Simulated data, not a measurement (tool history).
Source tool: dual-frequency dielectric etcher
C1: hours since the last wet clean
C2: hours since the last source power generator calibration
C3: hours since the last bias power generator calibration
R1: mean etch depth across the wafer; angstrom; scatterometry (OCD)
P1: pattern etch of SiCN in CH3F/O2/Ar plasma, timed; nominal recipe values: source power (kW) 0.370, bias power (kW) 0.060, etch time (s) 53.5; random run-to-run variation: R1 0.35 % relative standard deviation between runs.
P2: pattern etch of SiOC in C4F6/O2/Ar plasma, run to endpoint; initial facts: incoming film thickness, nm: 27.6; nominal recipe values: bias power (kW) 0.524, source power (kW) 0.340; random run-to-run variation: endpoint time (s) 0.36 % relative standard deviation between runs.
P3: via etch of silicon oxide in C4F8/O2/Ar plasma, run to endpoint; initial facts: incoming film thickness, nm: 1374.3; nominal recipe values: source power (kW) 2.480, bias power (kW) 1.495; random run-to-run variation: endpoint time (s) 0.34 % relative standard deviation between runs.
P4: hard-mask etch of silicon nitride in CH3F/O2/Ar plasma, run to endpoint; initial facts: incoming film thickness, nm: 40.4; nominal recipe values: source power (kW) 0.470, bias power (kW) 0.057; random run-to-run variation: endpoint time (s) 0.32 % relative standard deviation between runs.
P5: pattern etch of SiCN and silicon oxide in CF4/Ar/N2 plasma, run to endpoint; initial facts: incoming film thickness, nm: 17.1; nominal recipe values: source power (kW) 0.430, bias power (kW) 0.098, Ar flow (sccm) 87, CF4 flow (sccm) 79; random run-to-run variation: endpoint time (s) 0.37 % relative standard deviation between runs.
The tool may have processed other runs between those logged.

{"run": 1, "hour": 17.4, "process that ran": "P1", "source power (kW)": 0.37, "bias power (kW)": 0.06, "etch time (s)": 53.5, "C1": 158.4, "C2": 2585.1, "C3": 2609.2, "R1": 186.28}
{"run": 2, "hour": 36.0, "process that ran": "P2", "source power (kW)": 0.34, "bias power (kW)": 0.524, "C1": 177.0, "C2": 2603.7, "C3": 2627.8, "endpoint time (s)": 9.8217}
{"run": 3, "hour": 52.8, "process that ran": "P1", "source power (kW)": 0.37, "bias power (kW)": 0.06, "etch time (s)": 34.5, "C1": 193.8, "C2": 2620.5, "C3": 2644.6, "R1": 120.04}
{"run": 4, "hour": 63.8, "process that ran": "P3", "source power (kW)": 2.48, "bias power (kW)": 1.495, "C1": 204.8, "C2": 2631.5, "C3": 2655.6, "endpoint time (s)": 259.63}
{"run": 5, "hour": 79.0, "process that ran": "P1", "source power (kW)": 0.37, "bias power (kW)": 0.042, "etch time (s)": 76.5, "C1": 220.0, "C2": 2646.7, "C3": 2670.8, "R1": 237.51}
{"run": 6, "hour": 97.7, "process that ran": "P5", "source power (kW)": 0.43, "bias power (kW)": 0.098, "Ar flow (sccm)": 118, "CF4 flow (sccm)": 79, "C1": 238.7, "C2": 2665.4, "C3": 2689.5, "endpoint time (s)": 18.357}
{"run": 7, "hour": 110.2, "process that ran": "P3", "source power (kW)": 2.48, "bias power (kW)": 1.495, "C1": 251.2, "C2": 2677.9, "C3": 2702.0, "endpoint time (s)": 258.51}
{"run": 8, "hour": 122.6, "process that ran": "P1", "source power (kW)": 0.37, "bias power (kW)": 0.06, "etch time (s)": 66.5, "C1": 263.6, "C2": 2690.3, "C3": 2714.4, "R1": 232.83}
{"run": 9, "hour": 139.6, "process that ran": "P5", "source power (kW)": 0.25, "bias power (kW)": 0.098, "Ar flow (sccm)": 87, "CF4 flow (sccm)": 79, "C1": 280.6, "C2": 2707.3, "C3": 2731.4, "endpoint time (s)": 28.548}
{"run": 10, "hour": 151.9, "process that ran": "P5", "source power (kW)": 0.43, "bias power (kW)": 0.098, "Ar flow (sccm)": 87, "CF4 flow (sccm)": 53, "C1": 292.9, "C2": 2719.6, "C3": 2743.7, "endpoint time (s)": 18.602}
{"hour": 161.1, "done": "source power generator calibrated"}
{"run": 11, "hour": 162.0, "process that ran": "P1", "source power (kW)": 0.29, "bias power (kW)": 0.06, "etch time (s)": 53.5, "C1": 303.0, "C2": 0.9, "C3": 2753.8, "R1": 169.32}
{"run": 12, "hour": 173.5, "process that ran": "P1", "source power (kW)": 0.37, "bias power (kW)": 0.06, "etch time (s)": 53.5, "C1": 314.5, "C2": 12.4, "C3": 2765.3, "R1": 185.58}
{"run": 13, "hour": 192.3, "process that ran": "P1", "source power (kW)": 0.37, "bias power (kW)": 0.071, "etch time (s)": 53.5, "C1": 333.3, "C2": 31.2, "C3": 2784.1, "R1": 196.51}
{"hour": 201.3, "done": "bias power generator calibrated"}
{"run": 14, "hour": 209.3, "process that ran": "P1", "source power (kW)": 0.37, "bias power (kW)": 0.06, "etch time (s)": 53.5, "C1": 350.3, "C2": 48.2, "C3": 8.1, "R1": 186.88}
{"run": 15, "hour": 219.1, "process that ran": "P5", "source power (kW)": 0.43, "bias power (kW)": 0.098, "Ar flow (sccm)": 87, "CF4 flow (sccm)": 79, "C1": 360.1, "C2": 58.0, "C3": 17.9, "endpoint time (s)": 17.67}
{"run": 16, "hour": 232.9, "process that ran": "P4", "source power (kW)": 0.47, "bias power (kW)": 0.08, "C1": 373.9, "C2": 71.8, "C3": 31.7, "endpoint time (s)": 52.664}
{"run": 17, "hour": 251.3, "process that ran": "P4", "source power (kW)": 0.47, "bias power (kW)": 0.057, "C1": 392.3, "C2": 90.2, "C3": 50.1, "endpoint time (s)": 58.907}
{"run": 18, "hour": 264.7, "process that ran": "P1", "source power (kW)": 0.31, "bias power (kW)": 0.076, "etch time (s)": 53.5, "C1": 405.7, "C2": 103.6, "C3": 63.5, "R1": 187.87}
{"run": 19, "hour": 280.3, "process that ran": "P1", "source power (kW)": 0.37, "bias power (kW)": 0.046, "etch time (s)": 53.5, "C1": 421.3, "C2": 119.2, "C3": 79.1, "R1": 169.82}
{"run": 20, "hour": 290.5, "process that ran": "P4", "source power (kW)": 0.29, "bias power (kW)": 0.057, "C1": 431.5, "C2": 129.4, "C3": 89.3, "endpoint time (s)": 70.851}
{"run": 21, "hour": 303.7, "process that ran": "P3", "source power (kW)": 1.72, "bias power (kW)": 1.495, "C1": 444.7, "C2": 142.6, "C3": 102.5, "endpoint time (s)": 301.81}
{"run": 22, "hour": 317.6, "process that ran": "P5", "source power (kW)": 0.43, "bias power (kW)": 0.098, "Ar flow (sccm)": 87, "CF4 flow (sccm)": 79, "C1": 458.6, "C2": 156.5, "C3": 116.4, "endpoint time (s)": 17.7}
{"run": 23, "hour": 326.9, "process that ran": "P3", "source power (kW)": 2.48, "bias power (kW)": 1.196, "C1": 467.9, "C2": 165.8, "C3": 125.7, "endpoint time (s)": 275.07}
{"run": 24, "hour": 344.5, "process that ran": "P2", "source power (kW)": 0.34, "bias power (kW)": 0.696, "C1": 485.5, "C2": 183.4, "C3": 143.3, "endpoint time (s)": 8.8217}
{"run": 25, "hour": 356.9, "process that ran": "P2", "source power (kW)": 0.47, "bias power (kW)": 0.524, "C1": 497.9, "C2": 195.8, "C3": 155.7, "endpoint time (s)": 8.778}
{"run": 26, "hour": 373.5, "process that ran": "P1", "source power (kW)": 0.51, "bias power (kW)": 0.06, "etch time (s)": 53.5, "C1": 514.5, "C2": 212.4, "C3": 172.3, "R1": 209.84}
{"run": 27, "hour": 391.7, "process that ran": "P1", "source power (kW)": 0.47, "bias power (kW)": 0.06, "etch time (s)": 65.5, "C1": 532.7, "C2": 230.6, "C3": 190.5, "R1": 249.35}
{"run": 28, "hour": 410.2, "process that ran": "P1", "source power (kW)": 0.37, "bias power (kW)": 0.06, "etch time (s)": 53.5, "C1": 551.2, "C2": 249.1, "C3": 209.0, "R1": 185.24}
{"run": 29, "hour": 424.3, "process that ran": "P5", "source power (kW)": 0.43, "bias power (kW)": 0.06, "Ar flow (sccm)": 87, "CF4 flow (sccm)": 79, "C1": 565.3, "C2": 263.2, "C3": 223.1, "endpoint time (s)": 20.841}

Run 30 comes next. What will it give?
{"run": 30, "hour": 440.2, "process that ran": "P1", "source power (kW)": 0.37, "bias power (kW)": 0.06, "etch time (s)": 53.5, "C1": 581.2, "C2": 279.1, "C3": 239.0, "R1": "?"}

{"run 30": {"R1": 186.56}}
